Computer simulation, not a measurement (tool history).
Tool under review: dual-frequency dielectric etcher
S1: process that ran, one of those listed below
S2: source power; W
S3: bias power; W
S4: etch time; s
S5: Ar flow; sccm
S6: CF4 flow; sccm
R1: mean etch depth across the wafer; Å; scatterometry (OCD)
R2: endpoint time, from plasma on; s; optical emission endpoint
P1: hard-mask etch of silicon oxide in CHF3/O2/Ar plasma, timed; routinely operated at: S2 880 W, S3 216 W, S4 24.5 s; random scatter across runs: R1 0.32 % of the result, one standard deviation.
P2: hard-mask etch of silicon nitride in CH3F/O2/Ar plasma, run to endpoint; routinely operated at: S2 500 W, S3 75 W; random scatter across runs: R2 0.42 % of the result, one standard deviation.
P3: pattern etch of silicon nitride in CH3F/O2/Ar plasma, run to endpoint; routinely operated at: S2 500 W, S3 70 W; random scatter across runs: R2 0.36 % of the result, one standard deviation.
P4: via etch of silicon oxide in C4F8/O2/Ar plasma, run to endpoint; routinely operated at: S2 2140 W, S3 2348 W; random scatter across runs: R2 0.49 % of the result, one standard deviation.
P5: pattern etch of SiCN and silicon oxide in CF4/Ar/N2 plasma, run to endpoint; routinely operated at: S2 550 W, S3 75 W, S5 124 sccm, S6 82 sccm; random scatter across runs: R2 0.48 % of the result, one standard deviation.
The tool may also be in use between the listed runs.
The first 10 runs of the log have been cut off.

Run 11, hour 124.8: S1 P1, S2 880 W, S3 216 W, S4 24.5 s. Result: R1 608.78 Å.
Run 12, hour 136.6: S1 P1, S2 880 W, S3 305 W, S4 24.5 s. Result: R1 689.23 Å.
Run 13, hour 143.8: S1 P1, S2 880 W, S3 216 W, S4 33.5 s. Result: R1 832.89 Å.
Run 14, hour 158.5: S1 P4, S2 2870 W, S3 2348 W. Result: R2 170.440 s.
Run 15, hour 173.6: S1 P5, S2 550 W, S3 75 W, S5 124 sccm, S6 82 sccm. Result: R2 11.736 s.
Run 16, hour 189.2: S1 P2, S2 670 W, S3 75 W. Result: R2 43.088 s.
Run 17, hour 205.8: S1 P1, S2 880 W, S3 171 W, S4 34.0 s. Result: R1 782.44 Å.
Run 18, hour 218.6: S1 P3, S2 370 W, S3 70 W. Result: R2 74.191 s.
Run 19, hour 234.7: S1 P2, S2 500 W, S3 44 W. Result: R2 57.049 s.
Run 20, hour 246.1: S1 P1, S2 880 W, S3 142 W, S4 24.5 s. Result: R1 533.51 Å.
Run 21, hour 258.1: S1 P4, S2 2140 W, S3 3161 W. Result: R2 175.530 s.
Run 22, hour 274.0: S1 P5, S2 380 W, S3 75 W, S5 124 sccm, S6 82 sccm. Result: R2 16.253 s.
Run 23, hour 283.8: S1 P1, S2 880 W, S3 130 W, S4 15.5 s. Result: R1 327.22 Å.

Expected results for the next run?
Run 24, hour 291.8: S1 P1, S2 880 W, S3 216 W, S4 24.5 s. Result: R1 ?.

Logged for run 24: R1 610.57 Å.
